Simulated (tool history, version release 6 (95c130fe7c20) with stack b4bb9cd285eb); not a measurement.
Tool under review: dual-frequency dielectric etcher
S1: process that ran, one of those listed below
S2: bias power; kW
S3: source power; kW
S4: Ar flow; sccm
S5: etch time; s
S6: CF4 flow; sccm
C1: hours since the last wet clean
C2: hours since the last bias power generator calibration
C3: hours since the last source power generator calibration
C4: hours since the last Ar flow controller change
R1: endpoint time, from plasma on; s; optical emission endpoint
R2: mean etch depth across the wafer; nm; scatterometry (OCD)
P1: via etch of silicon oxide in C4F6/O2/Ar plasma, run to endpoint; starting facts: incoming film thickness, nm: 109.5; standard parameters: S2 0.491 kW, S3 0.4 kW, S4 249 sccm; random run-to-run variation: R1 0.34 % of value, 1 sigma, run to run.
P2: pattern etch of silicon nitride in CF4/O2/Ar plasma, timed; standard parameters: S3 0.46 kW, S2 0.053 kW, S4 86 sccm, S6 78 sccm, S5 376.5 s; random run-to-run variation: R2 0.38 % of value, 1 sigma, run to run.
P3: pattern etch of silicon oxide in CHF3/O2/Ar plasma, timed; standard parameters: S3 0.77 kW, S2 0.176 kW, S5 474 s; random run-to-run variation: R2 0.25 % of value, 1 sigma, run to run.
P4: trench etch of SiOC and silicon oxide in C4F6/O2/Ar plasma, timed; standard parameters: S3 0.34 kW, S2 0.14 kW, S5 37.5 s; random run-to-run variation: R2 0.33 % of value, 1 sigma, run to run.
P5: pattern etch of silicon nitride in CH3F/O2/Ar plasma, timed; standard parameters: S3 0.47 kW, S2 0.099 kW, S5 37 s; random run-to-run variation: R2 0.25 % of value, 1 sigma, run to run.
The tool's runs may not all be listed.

| run | hour | S1 | S2 | S3 | S4 | S5 | S6 | C1 | C2 | C3 | C4 | R1 | R2 |
|---|---|---|---|---|---|---|---|---|---|---|---|---|---|
| 1 | 7.4 | P1 | 0.491 | 0.4 | 249 |  |  | 115.8 | 1192.8 | 1326.2 | 2148.2 | 24.3 |  |
| 2 | 14.8 | P3 | 0.176 | 0.53 |  | 474 |  | 123.2 | 1200.2 | 1333.6 | 2155.6 |  | 874.15 |
| 3 | 24.8 | P1 | 0.69 | 0.4 | 249 |  |  | 133.2 | 1210.2 | 1343.6 | 2165.6 | 21.381 |  |
| 4 | 34.4 | P2 | 0.053 | 0.46 | 62 | 376.5 | 78 | 142.8 | 1219.8 | 1353.2 | 2175.2 |  | 693.23 |
| 5 | 40.8 | P2 | 0.053 | 0.46 | 86 | 376.5 | 102 | 149.2 | 1226.2 | 1359.6 | 2181.6 |  | 686.05 |
| 6 | 50.9 | P2 | 0.065 | 0.46 | 86 | 376.5 | 78 | 159.3 | 1236.3 | 1369.7 | 2191.7 |  | 716.86 |
| 7 | 59.7 | P2 | 0.053 | 0.46 | 86 | 376.5 | 78 | 168.1 | 1245.1 | 1378.5 | 2200.5 |  | 659 |
| 8 | 70.9 | P3 | 0.176 | 0.77 |  | 696.5 |  | 179.3 | 1256.3 | 1389.7 | 2211.7 |  | 1475.8 |
| 9 | 78.5 | P4 | 0.14 | 0.42 |  | 37.5 |  | 186.9 | 1263.9 | 1397.3 | 2219.3 |  | 70.316 |
| 10 | 87.6 | P1 | 0.491 | 0.52 | 249 |  |  | 196 | 1273 | 1406.4 | 2228.4 | 21.993 |  |
| 11 | 97.7 | P4 | 0.184 | 0.34 |  | 37.5 |  | 206.1 | 1283.1 | 1416.5 | 2238.5 |  | 70.934 |
| 12 | 104.7 | P2 | 0.053 | 0.46 | 86 | 249.5 | 78 | 213.1 | 1290.1 | 1423.5 | 2245.5 |  | 436.81 |
| 13 | 110.4 | P1 | 0.491 | 0.4 | 323 |  |  | 218.8 | 1295.8 | 1429.2 | 2251.2 | 24.931 |  |
|  | 115.3 | bias power generator calibrated |
| 14 | 116.4 | P4 | 0.14 | 0.34 |  | 37.5 |  | 224.8 | 1.1 | 1435.2 | 2257.2 |  | 64.788 |
| 15 | 122.1 | P5 | 0.099 | 0.47 |  | 37 |  | 230.5 | 6.8 | 1440.9 | 2262.9 |  | 31.003 |
| 16 | 128.4 | P1 | 0.491 | 0.4 | 249 |  |  | 236.8 | 13.1 | 1447.2 | 2269.2 | 24.297 |  |
| 17 | 135.3 | P3 | 0.176 | 0.77 |  | 474 |  | 243.7 | 20 | 1454.1 | 2276.1 |  | 1008.4 |
| 18 | 142.2 | P1 | 0.491 | 0.4 | 249 |  |  | 250.6 | 26.9 | 1461 | 2283 | 24.219 |  |
| 19 | 151.7 | P1 | 0.491 | 0.4 | 249 |  |  | 260.1 | 36.4 | 1470.5 | 2292.5 | 24.14 |  |
| 20 | 162.4 | P2 | 0.053 | 0.56 | 86 | 376.5 | 78 | 270.8 | 47.1 | 1481.2 | 2303.2 |  | 784.65 |
| 21 | 169.6 | P5 | 0.099 | 0.29 |  | 37 |  | 278 | 54.3 | 1488.4 | 2310.4 |  | 25.843 |
| 22 | 178 | P1 | 0.583 | 0.4 | 152 |  |  | 286.4 | 62.7 | 1496.8 | 2318.8 | 21.565 |  |
| 23 | 183.7 | P5 | 0.099 | 0.47 |  | 37 |  | 292.1 | 68.4 | 1502.5 | 2324.5 |  | 30.747 |
| 24 | 193.5 | P1 | 0.399 | 0.4 | 249 |  |  | 301.9 | 78.2 | 1512.3 | 2334.3 | 26.118 |  |
| 25 | 201.5 | P2 | 0.053 | 0.46 | 86 | 376.5 | 78 | 309.9 | 86.2 | 1520.3 | 2342.3 |  | 657.36 |
| 26 | 210.8 | P5 | 0.099 | 0.47 |  | 21.5 |  | 319.2 | 95.5 | 1529.6 | 2351.6 |  | 18.045 |
| 27 | 221.6 | P1 | 0.491 | 0.25 | 249 |  |  | 330 | 106.3 | 1540.4 | 2362.4 | 28.911 |  |
| 28 | 233.3 | P1 | 0.491 | 0.4 | 249 |  |  | 341.7 | 118 | 1552.1 | 2374.1 | 24.279 |  |

Expected results for the next run?
| 29 | 239.2 | P1 | 0.491 | 0.4 | 249 |  |  | 347.6 | 123.9 | 1558 | 2380 | ? |  |

{"run 29": {"R1": 24.321}}

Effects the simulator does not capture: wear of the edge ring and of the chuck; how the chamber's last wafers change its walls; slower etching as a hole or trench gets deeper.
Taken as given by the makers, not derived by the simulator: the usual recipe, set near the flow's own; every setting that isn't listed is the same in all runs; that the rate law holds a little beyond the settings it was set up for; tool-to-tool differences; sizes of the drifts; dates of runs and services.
